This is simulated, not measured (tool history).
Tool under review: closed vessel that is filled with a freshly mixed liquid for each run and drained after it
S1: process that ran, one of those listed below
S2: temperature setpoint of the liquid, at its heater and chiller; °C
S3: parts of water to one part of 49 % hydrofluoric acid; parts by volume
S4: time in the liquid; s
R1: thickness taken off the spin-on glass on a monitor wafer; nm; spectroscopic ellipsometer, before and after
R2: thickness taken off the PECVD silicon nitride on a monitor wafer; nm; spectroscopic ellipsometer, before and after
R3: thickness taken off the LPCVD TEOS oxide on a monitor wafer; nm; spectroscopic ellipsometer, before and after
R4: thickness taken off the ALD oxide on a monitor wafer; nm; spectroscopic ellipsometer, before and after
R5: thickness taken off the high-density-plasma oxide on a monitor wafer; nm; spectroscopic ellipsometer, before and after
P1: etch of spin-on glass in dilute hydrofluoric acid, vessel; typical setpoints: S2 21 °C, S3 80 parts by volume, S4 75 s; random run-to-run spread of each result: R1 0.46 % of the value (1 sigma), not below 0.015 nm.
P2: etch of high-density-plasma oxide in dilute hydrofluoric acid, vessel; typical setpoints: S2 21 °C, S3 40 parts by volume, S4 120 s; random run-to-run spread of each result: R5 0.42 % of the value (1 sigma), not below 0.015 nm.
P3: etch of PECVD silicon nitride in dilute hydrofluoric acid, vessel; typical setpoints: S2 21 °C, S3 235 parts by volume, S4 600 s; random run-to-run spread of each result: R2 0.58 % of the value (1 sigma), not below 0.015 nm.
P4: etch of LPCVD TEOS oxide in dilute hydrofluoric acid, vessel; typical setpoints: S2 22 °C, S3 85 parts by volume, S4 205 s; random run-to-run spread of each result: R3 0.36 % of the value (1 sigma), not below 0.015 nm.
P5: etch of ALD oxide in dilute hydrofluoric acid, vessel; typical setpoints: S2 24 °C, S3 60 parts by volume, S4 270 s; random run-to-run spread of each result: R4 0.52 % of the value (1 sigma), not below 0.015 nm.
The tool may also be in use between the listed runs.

| run | hour | S1 | S2 | S3 | S4 | R1 | R2 | R3 | R4 | R5 |
|---|---|---|---|---|---|---|---|---|---|---|
| 1 | 6.8 | P1 | 21 | 80 | 75 | 27.727 |  |  |  |  |
| 2 | 16.5 | P1 | 21 | 80 | 30 | 11.079 |  |  |  |  |
| 3 | 25.8 | P3 | 21 | 235 | 600 |  | 5.1452 |  |  |  |
| 4 | 33.9 | P4 | 22 | 85 | 400 |  |  | 98 |  |  |
| 5 | 44.3 | P1 | 21 | 80 | 75 | 27.716 |  |  |  |  |
| 6 | 51.6 | P3 | 17 | 235 | 600 |  | 3.944 |  |  |  |
| 7 | 61.6 | P1 | 21 | 135 | 75 | 15.369 |  |  |  |  |
| 8 | 75.1 | P1 | 21 | 40 | 75 | 57.968 |  |  |  |  |
| 9 | 84 | P1 | 27.5 | 80 | 75 | 35.743 |  |  |  |  |
| 10 | 97.3 | P4 | 30 | 85 | 205 |  |  | 68.48 |  |  |
| 11 | 109.2 | P5 | 18 | 60 | 270 |  |  |  | 35.611 |  |
| 12 | 118.9 | P1 | 21 | 80 | 140 | 51.204 |  |  |  |  |
| 13 | 127.3 | P1 | 17 | 80 | 145 | 45.025 |  |  |  |  |
| 14 | 139.5 | P4 | 22 | 85 | 205 |  |  | 49.744 |  |  |
| 15 | 148.3 | P4 | 22 | 85 | 205 |  |  | 50.049 |  |  |
| 16 | 163.2 | P3 | 21 | 235 | 140 |  | 1.1993 |  |  |  |
| 17 | 177.8 | P5 | 24 | 60 | 270 |  |  |  | 45.863 |  |
| 18 | 188.1 | P1 | 25 | 25 | 75 | 111.27 |  |  |  |  |
| 19 | 198.4 | P1 | 21 | 80 | 75 | 27.584 |  |  |  |  |
| 20 | 205.8 | P5 | 24 | 105 | 270 |  |  |  | 24.438 |  |
| 21 | 215.1 | P5 | 24 | 60 | 270 |  |  |  | 45.603 |  |
| 22 | 221.7 | P4 | 22 | 45 | 205 |  |  | 99.484 |  |  |
| 23 | 235.8 | P1 | 21 | 80 | 75 | 27.633 |  |  |  |  |
| 24 | 243.8 | P1 | 17 | 80 | 75 | 23.349 |  |  |  |  |
| 25 | 251.9 | P2 | 17 | 40 | 120 |  |  |  |  | 22.166 |
| 26 | 261.9 | P1 | 17.5 | 80 | 145 | 46.206 |  |  |  |  |
| 27 | 275 | P2 | 21 | 40 | 120 |  |  |  |  | 26.189 |
| 28 | 283.6 | P1 | 21 | 80 | 75 | 27.661 |  |  |  |  |
| 29 | 291.6 | P2 | 21 | 20 | 120 |  |  |  |  | 53.8 |
| 30 | 299.6 | P2 | 21 | 40 | 235 |  |  |  |  | 51.277 |
| 31 | 308.6 | P5 | 24 | 60 | 135 |  |  |  | 23.014 |  |
| 32 | 322.3 | P3 | 21 | 350 | 600 |  | 3.4652 |  |  |  |
| 33 | 329 | P1 | 21 | 80 | 75 | 27.819 |  |  |  |  |
| 34 | 337.3 | P1 | 21 | 80 | 75 | 27.694 |  |  |  |  |
| 35 | 346 | P1 | 21 | 80 | 75 | 28.327 |  |  |  |  |
| 36 | 358.2 | P1 | 21 | 80 | 75 | 28.831 |  |  |  |  |
| 37 | 365.2 | P1 | 21 | 80 | 75 | 29.296 |  |  |  |  |
| 38 | 377.5 | P1 | 21 | 80 | 75 | 29.378 |  |  |  |  |
| 39 | 389.1 | P1 | 21 | 80 | 75 | 29.881 |  |  |  |  |
| 40 | 402 | P1 | 21 | 80 | 75 | 30.102 |  |  |  |  |
| 41 | 408.7 | P1 | 21 | 80 | 75 | 30.042 |  |  |  |  |
| 42 | 419.7 | P1 | 21 | 80 | 75 | 30.152 |  |  |  |  |
| 43 | 433.3 | P1 | 21 | 80 | 75 | 30.355 |  |  |  |  |
| 44 | 441.3 | P1 | 21 | 80 | 75 | 30.166 |  |  |  |  |
| 45 | 448.5 | P1 | 21 | 80 | 75 | 30.205 |  |  |  |  |

Something has made what P1 gives creep away from where it was; the 2 causes below, each at its own stated size, fit the log equally well:
A: liquid hotter than its thermometer reads (K) = 2.18
B: hydrofluoric acid flow above the setpoint (%) = 8.5
The drift started at roughly hour 337.3.

4 check runs are offered, one wafer each, their results left as question marks. Which one tells the causes apart?
| check 1 | 455.7 | P5 | 24 | 60 | 270 |  |  |  | ? |  |
| check 2 | 455.7 | P4 | 22 | 85 | 205 |  |  | ? |  |  |
| check 3 | 455.7 | P3 | 21 | 235 | 600 |  | ? |  |  |  |
| check 4 | 455.7 | P2 | 21 | 40 | 120 |  |  |  |  | ? |

What every check run would give for each of its results, assuming each possible cause in turn:
| check | result | if A | if B |
|---|---|---|---|
| check 1 | R4 | 50.216 | 50.192 |
| check 2 | R3 | 54.563 | 54.649 |
| check 3 | R2 | 5.8923 | 5.5544 |
| check 4 | R5 | 28.624 | 28.441 |
Separation of the two closest causes in each check, using whichever result separates them best: check 1 0.05 %; check 2 0.16 %; check 3 5.91 %; check 4 0.64 %
Of the check runs offered, only check 3 discriminates between the causes; the rest would read about the same regardless of which cause applies.

With check 3 done, the readings were: R2 5.8763 nm. Identify which of the listed causes applies.

It was cause A: liquid hotter than its thermometer reads (K).
